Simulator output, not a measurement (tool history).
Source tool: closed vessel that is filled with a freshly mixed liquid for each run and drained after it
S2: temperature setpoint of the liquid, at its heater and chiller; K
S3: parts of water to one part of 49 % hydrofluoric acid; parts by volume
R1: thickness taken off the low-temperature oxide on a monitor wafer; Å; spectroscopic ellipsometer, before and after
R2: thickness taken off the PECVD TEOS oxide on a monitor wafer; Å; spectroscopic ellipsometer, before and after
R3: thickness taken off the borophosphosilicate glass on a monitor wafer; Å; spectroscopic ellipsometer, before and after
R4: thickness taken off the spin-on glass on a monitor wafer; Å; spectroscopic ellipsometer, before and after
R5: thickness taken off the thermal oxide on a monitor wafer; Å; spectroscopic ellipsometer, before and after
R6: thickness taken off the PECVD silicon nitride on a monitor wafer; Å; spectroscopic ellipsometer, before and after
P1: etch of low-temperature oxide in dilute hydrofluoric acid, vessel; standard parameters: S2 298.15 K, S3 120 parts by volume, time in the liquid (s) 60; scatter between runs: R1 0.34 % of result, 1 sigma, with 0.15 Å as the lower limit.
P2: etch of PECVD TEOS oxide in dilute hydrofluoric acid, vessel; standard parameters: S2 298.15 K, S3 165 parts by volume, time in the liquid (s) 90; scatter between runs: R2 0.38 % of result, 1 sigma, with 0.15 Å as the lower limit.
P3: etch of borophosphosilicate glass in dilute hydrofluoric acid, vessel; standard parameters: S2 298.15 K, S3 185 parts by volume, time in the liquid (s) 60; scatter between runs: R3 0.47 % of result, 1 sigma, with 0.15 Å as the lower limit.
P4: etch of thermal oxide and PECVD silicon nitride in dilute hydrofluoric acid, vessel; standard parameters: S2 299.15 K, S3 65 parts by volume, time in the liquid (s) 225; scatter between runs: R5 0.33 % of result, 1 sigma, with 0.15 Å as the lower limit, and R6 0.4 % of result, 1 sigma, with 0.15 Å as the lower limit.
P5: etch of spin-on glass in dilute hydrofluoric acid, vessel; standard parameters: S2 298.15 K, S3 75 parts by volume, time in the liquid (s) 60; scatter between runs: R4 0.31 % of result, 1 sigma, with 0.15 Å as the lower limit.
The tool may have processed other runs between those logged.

{"run": 1, "hour": 5.1, "process that ran": "P1", "S2": 298.15, "S3": 120, "time in the liquid (s)": 60, "R1": 109.11}
{"run": 2, "hour": 11.0, "process that ran": "P1", "S2": 298.15, "S3": 120, "time in the liquid (s)": 60, "R1": 109.3}
{"run": 3, "hour": 16.3, "process that ran": "P2", "S2": 302.15, "S3": 165, "time in the liquid (s)": 90, "R2": 76.05}
{"run": 4, "hour": 21.2, "process that ran": "P2", "S2": 298.15, "S3": 295, "time in the liquid (s)": 90, "R2": 32.081}
{"run": 5, "hour": 26.9, "process that ran": "P1", "S2": 302.15, "S3": 55, "time in the liquid (s)": 60, "R1": 303.86}
{"run": 6, "hour": 31.0, "process that ran": "P2", "S2": 298.15, "S3": 165, "time in the liquid (s)": 90, "R2": 65.781}
{"run": 7, "hour": 36.9, "process that ran": "P1", "S2": 298.15, "S3": 25, "time in the liquid (s)": 60, "R1": 593.56}
{"run": 8, "hour": 40.4, "process that ran": "P3", "S2": 298.15, "S3": 185, "time in the liquid (s)": 60, "R3": 162.42}
{"run": 9, "hour": 44.8, "process that ran": "P5", "S2": 298.15, "S3": 75, "time in the liquid (s)": 30, "R4": 100.83}
{"run": 10, "hour": 50.7, "process that ran": "P5", "S2": 298.15, "S3": 75, "time in the liquid (s)": 60, "R4": 202.84}
{"run": 11, "hour": 54.7, "process that ran": "P4", "S2": 299.15, "S3": 65, "time in the liquid (s)": 225, "R5": 181.44, "R6": 150.33}
{"run": 12, "hour": 61.3, "process that ran": "P4", "S2": 295.15, "S3": 65, "time in the liquid (s)": 225, "R5": 154.58, "R6": 113.94}
{"run": 13, "hour": 67.1, "process that ran": "P3", "S2": 291.65, "S3": 185, "time in the liquid (s)": 60, "R3": 126.58}
{"run": 14, "hour": 70.5, "process that ran": "P5", "S2": 290.15, "S3": 75, "time in the liquid (s)": 60, "R4": 145.45}
{"run": 15, "hour": 74.2, "process that ran": "P2", "S2": 298.15, "S3": 165, "time in the liquid (s)": 30, "R2": 22.172}
{"run": 16, "hour": 80.6, "process that ran": "P1", "S2": 298.15, "S3": 120, "time in the liquid (s)": 100, "R1": 181.49}
{"run": 17, "hour": 84.4, "process that ran": "P1", "S2": 298.15, "S3": 215, "time in the liquid (s)": 60, "R1": 55.009}
{"run": 18, "hour": 91.1, "process that ran": "P1", "S2": 298.15, "S3": 120, "time in the liquid (s)": 60, "R1": 108.46}
{"run": 19, "hour": 95.6, "process that ran": "P1", "S2": 298.15, "S3": 120, "time in the liquid (s)": 30, "R1": 54.405}
{"run": 20, "hour": 102.3, "process that ran": "P3", "S2": 298.15, "S3": 95, "time in the liquid (s)": 60, "R3": 352.44}
{"run": 21, "hour": 109.7, "process that ran": "P4", "S2": 299.15, "S3": 65, "time in the liquid (s)": 225, "R5": 182.03, "R6": 148.46}
{"run": 22, "hour": 117.2, "process that ran": "P2", "S2": 298.15, "S3": 165, "time in the liquid (s)": 90, "R2": 65.691}
{"run": 23, "hour": 121.0, "process that ran": "P5", "S2": 298.15, "S3": 75, "time in the liquid (s)": 60, "R4": 201.22}
{"run": 24, "hour": 126.5, "process that ran": "P1", "S2": 292.15, "S3": 120, "time in the liquid (s)": 85, "R1": 122.25}
{"run": 25, "hour": 133.3, "process that ran": "P1", "S2": 298.15, "S3": 120, "time in the liquid (s)": 60, "R1": 108.77}
{"run": 26, "hour": 138.2, "process that ran": "P1", "S2": 302.15, "S3": 120, "time in the liquid (s)": 60, "R1": 127.54}
{"run": 27, "hour": 144.0, "process that ran": "P4", "S2": 299.15, "S3": 30, "time in the liquid (s)": 225, "R5": 416.5, "R6": 317.21}
{"run": 28, "hour": 150.3, "process that ran": "P1", "S2": 298.15, "S3": 120, "time in the liquid (s)": 60, "R1": 109.11}
{"run": 29, "hour": 157.6, "process that ran": "P3", "S2": 298.15, "S3": 185, "time in the liquid (s)": 30, "R3": 81.417}
{"run": 30, "hour": 161.2, "process that ran": "P5", "S2": 298.15, "S3": 130, "time in the liquid (s)": 60, "R4": 108.68}
{"run": 31, "hour": 167.6, "process that ran": "P1", "S2": 294.65, "S3": 65, "time in the liquid (s)": 60, "R1": 186.46}
{"run": 32, "hour": 171.7, "process that ran": "P4", "S2": 299.15, "S3": 65, "time in the liquid (s)": 360, "R5": 289.57, "R6": 238.56}
{"run": 33, "hour": 175.9, "process that ran": "P1", "S2": 293.65, "S3": 120, "time in the liquid (s)": 60, "R1": 90.938}
{"run": 34, "hour": 180.8, "process that ran": "P1", "S2": 298.15, "S3": 120, "time in the liquid (s)": 60, "R1": 109.07}
{"run": 35, "hour": 187.3, "process that ran": "P1", "S2": 298.15, "S3": 120, "time in the liquid (s)": 60, "R1": 105.83}
{"run": 36, "hour": 191.3, "process that ran": "P1", "S2": 298.15, "S3": 120, "time in the liquid (s)": 60, "R1": 104.91}
{"run": 37, "hour": 195.4, "process that ran": "P1", "S2": 298.15, "S3": 120, "time in the liquid (s)": 60, "R1": 103.77}
{"run": 38, "hour": 199.6, "process that ran": "P1", "S2": 298.15, "S3": 120, "time in the liquid (s)": 60, "R1": 103.49}
{"run": 39, "hour": 204.4, "process that ran": "P1", "S2": 298.15, "S3": 120, "time in the liquid (s)": 60, "R1": 103.85}
{"run": 40, "hour": 207.7, "process that ran": "P1", "S2": 298.15, "S3": 120, "time in the liquid (s)": 60, "R1": 103.49}
{"run": 41, "hour": 214.1, "process that ran": "P1", "S2": 298.15, "S3": 120, "time in the liquid (s)": 60, "R1": 102.46}
{"run": 42, "hour": 217.7, "process that ran": "P1", "S2": 298.15, "S3": 120, "time in the liquid (s)": 60, "R1": 103.22}
{"run": 43, "hour": 223.6, "process that ran": "P1", "S2": 298.15, "S3": 120, "time in the liquid (s)": 60, "R1": 102.71}

The output of P1 has drifted from where it used to be. Each of the 2 causes below, taken at the size shown beside it, accounts for the log equally well:
A: liquid colder than its thermometer reads (K) = 1.54
B: hydrofluoric acid flow below the setpoint (%) = 5.07
The creep began at about hour 180.8.

The check runs listed below each take one wafer, and their results are still question marks. Under which run would the listed causes lead to clearly different results?
{"run": "check 1", "hour": 229.5, "process that ran": "P4", "S2": 299.15, "S3": 65, "time in the liquid (s)": 345, "R5": "?", "R6": "?"}
{"run": "check 2", "hour": 229.5, "process that ran": "P3", "S2": 298.15, "S3": 135, "time in the liquid (s)": 30, "R3": "?"}
{"run": "check 3", "hour": 229.5, "process that ran": "P5", "S2": 290.15, "S3": 125, "time in the liquid (s)": 60, "R4": "?"}
{"run": "check 4", "hour": 229.5, "process that ran": "P2", "S2": 301.65, "S3": 165, "time in the liquid (s)": 90, "R2": "?"}

What every check run would give for each of its results, assuming each possible cause in turn:
check=check_1 result=R5 if_A=262.15 if_B=263.54
check=check_1 result=R6 if_A=206.26 if_B=217.01
check=check_2 result=R3 if_A=111.24 if_B=111.1
check=check_3 result=R4 if_A=77.543 if_B=77.992
check=check_4 result=R2 if_A=70.698 if_B=70.214
Per-check spread between the two closest causes, in the result where they differ most: check 1 5.08 %; check 2 0.12 %; check 3 0.58 %; check 4 0.69 %
Check 1 distinguishes between the causes, while the remaining checks would return nearly the same result for all of them.

With check 1 done, the readings were: R5 264.01 Å; R6 217.92 Å. Identify which of the listed causes applies.

Of the candidate causes, it is B: hydrofluoric acid flow below the setpoint (%).

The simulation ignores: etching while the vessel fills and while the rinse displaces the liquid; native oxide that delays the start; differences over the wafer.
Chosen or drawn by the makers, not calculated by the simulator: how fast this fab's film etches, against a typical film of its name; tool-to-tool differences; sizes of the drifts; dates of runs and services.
